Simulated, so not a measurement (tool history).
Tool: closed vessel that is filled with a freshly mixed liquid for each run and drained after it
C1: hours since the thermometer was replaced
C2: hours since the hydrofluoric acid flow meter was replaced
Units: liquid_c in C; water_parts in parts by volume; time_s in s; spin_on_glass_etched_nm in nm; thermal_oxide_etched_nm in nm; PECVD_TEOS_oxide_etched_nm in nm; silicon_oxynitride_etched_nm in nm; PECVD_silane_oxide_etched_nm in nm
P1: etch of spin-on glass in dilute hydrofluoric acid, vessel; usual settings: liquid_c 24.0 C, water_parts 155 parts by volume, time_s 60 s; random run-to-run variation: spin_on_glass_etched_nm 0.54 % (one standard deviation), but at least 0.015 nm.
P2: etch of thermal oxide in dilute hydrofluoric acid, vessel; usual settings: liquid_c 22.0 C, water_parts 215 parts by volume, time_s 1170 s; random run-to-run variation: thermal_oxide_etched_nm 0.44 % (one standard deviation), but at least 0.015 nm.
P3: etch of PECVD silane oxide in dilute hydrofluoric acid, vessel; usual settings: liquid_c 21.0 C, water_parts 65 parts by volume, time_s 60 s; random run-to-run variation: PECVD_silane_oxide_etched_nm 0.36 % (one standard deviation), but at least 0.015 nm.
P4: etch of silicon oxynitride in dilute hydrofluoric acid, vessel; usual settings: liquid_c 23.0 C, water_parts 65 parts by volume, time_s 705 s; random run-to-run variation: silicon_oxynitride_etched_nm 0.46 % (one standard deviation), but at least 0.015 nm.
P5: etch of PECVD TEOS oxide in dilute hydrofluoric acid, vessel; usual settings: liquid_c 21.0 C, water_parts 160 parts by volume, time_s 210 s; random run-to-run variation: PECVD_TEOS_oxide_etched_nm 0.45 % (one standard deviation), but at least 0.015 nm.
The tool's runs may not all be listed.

run 1 hour=4.6 | process=P1 liquid_c=24.0 water_parts=155 time_s=60 | C1=221.1 C2=258.2 | spin_on_glass_etched_nm=15.6170
run 2 hour=9.0 | process=P2 liquid_c=27.5 water_parts=215 time_s=1170 | C1=225.5 C2=262.6 | thermal_oxide_etched_nm=26.312
run 3 hour=13.0 | process=P1 liquid_c=24.0 water_parts=155 time_s=60 | C1=229.5 C2=266.6 | spin_on_glass_etched_nm=15.7390
run 4 hour=17.6 | process=P1 liquid_c=24.0 water_parts=155 time_s=60 | C1=234.1 C2=271.2 | spin_on_glass_etched_nm=15.5670
run 5 hour=20.3 | process=P5 liquid_c=21.0 water_parts=160 time_s=210 | C1=236.8 C2=273.9 | PECVD_TEOS_oxide_etched_nm=23.232
run 6 hour=23.2 | process=P1 liquid_c=24.0 water_parts=40 time_s=60 | C1=239.7 C2=276.8 | spin_on_glass_etched_nm=69.9640
run 7 hour=27.5 | process=P2 liquid_c=22.0 water_parts=215 time_s=2210 | C1=244.0 C2=281.1 | thermal_oxide_etched_nm=40.889
run 8 hour=32.8 | process=P4 liquid_c=23.0 water_parts=115 time_s=705 | C1=249.3 C2=286.4 | silicon_oxynitride_etched_nm=9.3008
run 9 hour=37.2 | process=P5 liquid_c=21.0 water_parts=160 time_s=210 | C1=253.7 C2=290.8 | PECVD_TEOS_oxide_etched_nm=23.501
run 10 hour=41.8 | process=P3 liquid_c=28.0 water_parts=65 time_s=60 | C1=258.3 C2=295.4 | PECVD_silane_oxide_etched_nm=38.027
run 11 hour=47.1 | process=P2 liquid_c=22.0 water_parts=215 time_s=1170 | C1=263.6 C2=300.7 | thermal_oxide_etched_nm=21.506
run 12 hour=51.7 | process=P1 liquid_c=24.0 water_parts=30 time_s=85 | C1=268.2 C2=305.3 | spin_on_glass_etched_nm=133.7600
run 13 hour=55.7 | process=P1 liquid_c=20.5 water_parts=155 time_s=60 | C1=272.2 C2=309.3 | spin_on_glass_etched_nm=13.5680
run 14 hour=60.0 | process=P3 liquid_c=21.0 water_parts=65 time_s=60 | C1=276.5 C2=313.6 | PECVD_silane_oxide_etched_nm=28.746
run 15 hour=64.2 | process=P1 liquid_c=24.0 water_parts=155 time_s=60 | C1=280.7 C2=317.8 | spin_on_glass_etched_nm=15.6190
run 16 hour=69.0 | process=P4 liquid_c=17.0 water_parts=65 time_s=705 | C1=285.5 C2=322.6 | silicon_oxynitride_etched_nm=12.6380
run 17 hour=72.3 | process=P1 liquid_c=24.0 water_parts=155 time_s=30 | C1=288.8 C2=325.9 | spin_on_glass_etched_nm=7.7998
run 18 hour=75.3 | process=P4 liquid_c=23.0 water_parts=65 time_s=705 | C1=291.8 C2=328.9 | silicon_oxynitride_etched_nm=17.1230
run 19 hour=78.2 | process=P2 liquid_c=22.0 water_parts=315 time_s=1170 | C1=294.7 C2=331.8 | thermal_oxide_etched_nm=13.351
run 20 hour=81.9 | process=P1 liquid_c=24.0 water_parts=155 time_s=85 | C1=298.4 C2=335.5 | spin_on_glass_etched_nm=22.0730
run 21 hour=84.3 | process=P4 liquid_c=23.0 water_parts=65 time_s=230 | C1=300.8 C2=337.9 | silicon_oxynitride_etched_nm=5.5696
run 22 hour=89.1 | process=P1 liquid_c=32.0 water_parts=155 time_s=60 | C1=305.6 C2=342.7 | spin_on_glass_etched_nm=21.0110
run 23 hour=91.9 | process=P1 liquid_c=24.0 water_parts=155 time_s=60 | C1=308.4 C2=345.5 | spin_on_glass_etched_nm=15.6380
run 24 hour=94.6 | process=P1 liquid_c=24.0 water_parts=240 time_s=60 | C1=311.1 C2=348.2 | spin_on_glass_etched_nm=9.2433
run 25 hour=99.8 | process=P5 liquid_c=21.0 water_parts=160 time_s=385 | C1=316.3 C2=353.4 | PECVD_TEOS_oxide_etched_nm=42.754
run 26 hour=104.0 | process=P3 liquid_c=21.0 water_parts=65 time_s=30 | C1=320.5 C2=357.6 | PECVD_silane_oxide_etched_nm=14.320
run 27 hour=108.4 | process=P5 liquid_c=21.0 water_parts=285 time_s=210 | C1=324.9 C2=362.0 | PECVD_TEOS_oxide_etched_nm=11.565
run 28 hour=111.6 | process=P5 liquid_c=17.0 water_parts=160 time_s=210 | C1=328.1 C2=365.2 | PECVD_TEOS_oxide_etched_nm=19.829
run 29 hour=115.2 | process=P3 liquid_c=21.0 water_parts=110 time_s=60 | C1=331.7 C2=368.8 | PECVD_silane_oxide_etched_nm=16.134
run 30 hour=119.9 | process=P1 liquid_c=24.0 water_parts=50 time_s=30 | C1=336.4 C2=373.5 | spin_on_glass_etched_nm=27.3420
run 31 hour=124.9 | process=P1 liquid_c=18.5 water_parts=155 time_s=90 | C1=341.4 C2=378.5 | spin_on_glass_etched_nm=18.7970
run 32 hour=128.9 | process=P1 liquid_c=24.0 water_parts=155 time_s=60 | C1=345.4 C2=382.5 | spin_on_glass_etched_nm=15.6420
run 33 hour=131.2 | process=P1 liquid_c=24.0 water_parts=155 time_s=60 | C1=347.7 C2=384.8 | spin_on_glass_etched_nm=15.7770
run 34 hour=134.6 | process=P1 liquid_c=24.0 water_parts=155 time_s=60 | C1=351.1 C2=388.2 | spin_on_glass_etched_nm=16.2860
run 35 hour=139.0 | process=P1 liquid_c=24.0 water_parts=155 time_s=60 | C1=355.5 C2=392.6 | spin_on_glass_etched_nm=16.3670
run 36 hour=141.4 | process=P1 liquid_c=24.0 water_parts=155 time_s=60 | C1=357.9 C2=395.0 | spin_on_glass_etched_nm=16.6590
run 37 hour=145.9 | process=P1 liquid_c=24.0 water_parts=155 time_s=60 | C1=362.4 C2=399.5 | spin_on_glass_etched_nm=16.6590
run 38 hour=151.2 | process=P1 liquid_c=24.0 water_parts=155 time_s=60 | C1=367.7 C2=404.8 | spin_on_glass_etched_nm=16.8280
run 39 hour=156.0 | process=P1 liquid_c=24.0 water_parts=155 time_s=60 | C1=372.5 C2=409.6 | spin_on_glass_etched_nm=16.8080
run 40 hour=160.5 | process=P1 liquid_c=24.0 water_parts=155 time_s=60 | C1=377.0 C2=414.1 | spin_on_glass_etched_nm=16.8120
run 41 hour=164.7 | process=P1 liquid_c=24.0 water_parts=155 time_s=60 | C1=381.2 C2=418.3 | spin_on_glass_etched_nm=16.9810
run 42 hour=167.1 | process=P1 liquid_c=24.0 water_parts=155 time_s=60 | C1=383.6 C2=420.7 | spin_on_glass_etched_nm=16.9760
run 43 hour=172.4 | process=P1 liquid_c=24.0 water_parts=155 time_s=60 | C1=388.9 C2=426.0 | spin_on_glass_etched_nm=17.0490

P1 no longer gives what it gave before; its output has crept away from where it was. The following 2 causes, each at its listed size, fit the log equally well:
A: hydrofluoric acid flow above the setpoint (%) = 7.43
B: liquid hotter than its thermometer reads (K) = 2.23
The drift started at roughly hour 128.9.

Below are 4 check runs, each on a single wafer, with their results shown as question marks. Which of them would tell the listed causes apart, meaning the causes would give clearly different results under it?
run check 1 hour=177.7 | process=P2 liquid_c=22.0 water_parts=215 time_s=2210 | thermal_oxide_etched_nm=?
run check 2 hour=177.7 | process=P5 liquid_c=21.0 water_parts=280 time_s=340 | PECVD_TEOS_oxide_etched_nm=?
run check 3 hour=177.7 | process=P3 liquid_c=28.0 water_parts=65 time_s=30 | PECVD_silane_oxide_etched_nm=?
run check 4 hour=177.7 | process=P4 liquid_c=17.0 water_parts=85 time_s=705 | silicon_oxynitride_etched_nm=?

Check results expected under each cause:
check=check_1 result=thermal_oxide_etched_nm if_A=44.339 if_B=44.145
check=check_2 result=PECVD_TEOS_oxide_etched_nm if_A=20.956 if_B=20.755
check=check_3 result=PECVD_silane_oxide_etched_nm if_A=20.638 if_B=20.819
check=check_4 result=silicon_oxynitride_etched_nm if_A=10.3110 if_B=10.6920
Distance between the nearest two causes, measured in the result of the check that separates them most: check 1 0.44 %; check 2 0.96 %; check 3 0.87 %; check 4 3.62 %
Only in check 4 would the causes give clearly different results; in the remaining checks their results would be nearly the same.

The results of check 4 are: silicon_oxynitride_etched_nm 10.6200 nm. Based on these, which of the listed causes is it?

B is the cause: liquid hotter than its thermometer reads (K).
